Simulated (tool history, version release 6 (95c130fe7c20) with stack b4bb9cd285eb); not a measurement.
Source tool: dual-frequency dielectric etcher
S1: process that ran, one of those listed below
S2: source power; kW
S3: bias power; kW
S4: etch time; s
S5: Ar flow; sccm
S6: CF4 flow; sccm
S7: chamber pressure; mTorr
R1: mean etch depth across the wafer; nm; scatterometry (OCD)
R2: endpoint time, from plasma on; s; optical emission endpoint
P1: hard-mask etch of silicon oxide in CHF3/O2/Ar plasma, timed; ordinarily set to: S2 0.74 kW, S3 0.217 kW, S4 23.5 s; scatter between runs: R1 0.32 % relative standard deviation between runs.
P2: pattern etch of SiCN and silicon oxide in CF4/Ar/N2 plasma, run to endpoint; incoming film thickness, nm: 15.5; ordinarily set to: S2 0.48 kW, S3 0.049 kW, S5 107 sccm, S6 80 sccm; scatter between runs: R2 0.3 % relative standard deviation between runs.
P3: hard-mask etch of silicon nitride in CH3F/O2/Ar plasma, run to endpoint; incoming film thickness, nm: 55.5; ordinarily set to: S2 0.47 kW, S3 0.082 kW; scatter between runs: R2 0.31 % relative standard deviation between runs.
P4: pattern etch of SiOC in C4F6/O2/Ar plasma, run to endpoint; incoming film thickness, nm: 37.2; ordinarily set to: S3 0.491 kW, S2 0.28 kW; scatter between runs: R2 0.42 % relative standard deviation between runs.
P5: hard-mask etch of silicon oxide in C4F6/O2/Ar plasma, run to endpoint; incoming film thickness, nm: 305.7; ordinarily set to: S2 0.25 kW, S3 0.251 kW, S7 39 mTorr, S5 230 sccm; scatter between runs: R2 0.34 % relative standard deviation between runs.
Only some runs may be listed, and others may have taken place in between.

{"run": 1, "hour": 6.0, "S1": "P1", "S2": 0.74, "S3": 0.217, "S4": 23.5, "R1": 54.141}
{"run": 2, "hour": 12.5, "S1": "P1", "S2": 0.6, "S3": 0.302, "S4": 23.5, "R1": 55.947}
{"run": 3, "hour": 17.8, "S1": "P1", "S2": 0.74, "S3": 0.217, "S4": 23.5, "R1": 54.059}
{"run": 4, "hour": 21.0, "S1": "P3", "S2": 0.47, "S3": 0.082, "R2": 73.317}
{"run": 5, "hour": 26.8, "S1": "P2", "S2": 0.48, "S3": 0.049, "S5": 107, "S6": 49, "R2": 19.539}
{"run": 6, "hour": 30.2, "S1": "P5", "S2": 0.25, "S3": 0.323, "S5": 230, "S7": 39, "R2": 97.169}
{"run": 7, "hour": 34.2, "S1": "P1", "S2": 0.74, "S3": 0.217, "S4": 30, "R1": 68.783}
{"run": 8, "hour": 37.4, "S1": "P5", "S2": 0.25, "S3": 0.251, "S5": 312, "S7": 39, "R2": 109.87}
{"run": 9, "hour": 41.3, "S1": "P4", "S2": 0.28, "S3": 0.491, "R2": 14.227}
{"hour": 43.3, "done": "wet clean of the chamber"}
{"run": 10, "hour": 45.4, "S1": "P2", "S2": 0.48, "S3": 0.049, "S5": 140, "S6": 80, "R2": 18.783}
{"run": 11, "hour": 49.2, "S1": "P2", "S2": 0.34, "S3": 0.049, "S5": 107, "S6": 80, "R2": 24.309}
{"run": 12, "hour": 53.3, "S1": "P1", "S2": 0.89, "S3": 0.217, "S4": 23.5, "R1": 57.984}
{"run": 13, "hour": 58.6, "S1": "P2", "S2": 0.48, "S3": 0.049, "S5": 107, "S6": 80, "R2": 17.895}
{"run": 14, "hour": 64.0, "S1": "P3", "S2": 0.35, "S3": 0.082, "R2": 81.879}
{"run": 15, "hour": 67.6, "S1": "P5", "S2": 0.31, "S3": 0.251, "S5": 230, "S7": 39, "R2": 97.684}
{"run": 16, "hour": 70.6, "S1": "P1", "S2": 0.74, "S3": 0.17, "S4": 23.5, "R1": 49.708}
{"run": 17, "hour": 74.1, "S1": "P1", "S2": 0.74, "S3": 0.217, "S4": 23.5, "R1": 54.103}
{"run": 18, "hour": 79.2, "S1": "P5", "S2": 0.25, "S3": 0.251, "S5": 230, "S7": 39, "R2": 105.75}
{"run": 19, "hour": 82.3, "S1": "P1", "S2": 0.74, "S3": 0.217, "S4": 23.5, "R1": 54.203}
{"run": 20, "hour": 87.2, "S1": "P5", "S2": 0.25, "S3": 0.251, "S5": 230, "S7": 53, "R2": 110.69}
{"run": 21, "hour": 93.3, "S1": "P4", "S2": 0.36, "S3": 0.491, "R2": 12.864}
{"run": 22, "hour": 99.5, "S1": "P1", "S2": 0.5, "S3": 0.217, "S4": 23.5, "R1": 46.607}
{"run": 23, "hour": 105.2, "S1": "P1", "S2": 1.01, "S3": 0.217, "S4": 16, "R1": 41.533}
{"run": 24, "hour": 110.0, "S1": "P4", "S2": 0.28, "S3": 0.491, "R2": 14.134}
{"run": 25, "hour": 114.4, "S1": "P4", "S2": 0.28, "S3": 0.584, "R2": 13.23}
{"run": 26, "hour": 120.2, "S1": "P2", "S2": 0.48, "S3": 0.036, "S5": 107, "S6": 80, "R2": 19.579}
{"run": 27, "hour": 126.4, "S1": "P3", "S2": 0.47, "S3": 0.054, "R2": 84.574}
{"run": 28, "hour": 130.3, "S1": "P1", "S2": 0.74, "S3": 0.217, "S4": 13, "R1": 29.709}
{"run": 29, "hour": 134.8, "S1": "P1", "S2": 0.74, "S3": 0.272, "S4": 23.5, "R1": 58.109}
{"run": 30, "hour": 140.1, "S1": "P1", "S2": 0.74, "S3": 0.217, "S4": 23.5, "R1": 53.976}
{"run": 31, "hour": 143.2, "S1": "P1", "S2": 0.74, "S3": 0.217, "S4": 23.5, "R1": 53.635}
{"run": 32, "hour": 146.6, "S1": "P1", "S2": 0.74, "S3": 0.217, "S4": 23.5, "R1": 53.286}
{"run": 33, "hour": 152.0, "S1": "P1", "S2": 0.74, "S3": 0.217, "S4": 23.5, "R1": 53.127}
{"hour": 154.9, "done": "wet clean of the chamber"}
{"run": 34, "hour": 157.0, "S1": "P1", "S2": 0.74, "S3": 0.217, "S4": 23.5, "R1": 53.266}
{"run": 35, "hour": 162.3, "S1": "P1", "S2": 0.74, "S3": 0.217, "S4": 23.5, "R1": 53.061}
{"run": 36, "hour": 168.1, "S1": "P1", "S2": 0.74, "S3": 0.217, "S4": 23.5, "R1": 52.703}
{"run": 37, "hour": 172.6, "S1": "P1", "S2": 0.74, "S3": 0.217, "S4": 23.5, "R1": 53.442}

Something has made what P1 gives creep away from where it was; the 2 causes below, each at its own stated size, fit the log equally well:
A: bias power that arrives under what is set, % = 4.77
B: source power that arrives under what is set, % = 4.31
The onset of the drift is placed at about hour 140.1.
Other possible causes, and why each is ruled out:
chamber walls in a state that lowers the etch rate, %: maintenance at hour 154.9, after the shift began, did not return the process to its former output

Question marks stand in for the results of the 4 check runs listed below, each run on one wafer. Under which run would the listed causes show clearly different results?
{"run": "check 1", "hour": 177.1, "S1": "P3", "S2": 0.36, "S3": 0.055, "R2": "?"}
{"run": "check 2", "hour": 177.1, "S1": "P2", "S2": 0.37, "S3": 0.049, "S5": 107, "S6": 80, "R2": "?"}
{"run": "check 3", "hour": 177.1, "S1": "P4", "S2": 0.34, "S3": 0.568, "R2": "?"}
{"run": "check 4", "hour": 177.1, "S1": "P5", "S2": 0.25, "S3": 0.251, "S5": 294, "S7": 39, "R2": "?"}

Outcome of each check run for each possible cause:
check=check_1 result=R2 if_A=94.605 if_B=94.722
check=check_2 result=R2 if_A=22.919 if_B=23.48
check=check_3 result=R2 if_A=12.717 if_B=12.685
check=check_4 result=R2 if_A=110.93 if_B=110.91
Minimum pairwise separation of causes per check, each pair taken at its best-separating result: check 1 0.12 %; check 2 2.42 %; check 3 0.25 %; check 4 0.03 %
Only in check 2 would the causes give clearly different results; in the remaining checks their results would be nearly the same.

Check 2 was then run and gave: R2 22.902 s. Which cause is it?

It was cause A: bias power that arrives under what is set, %.
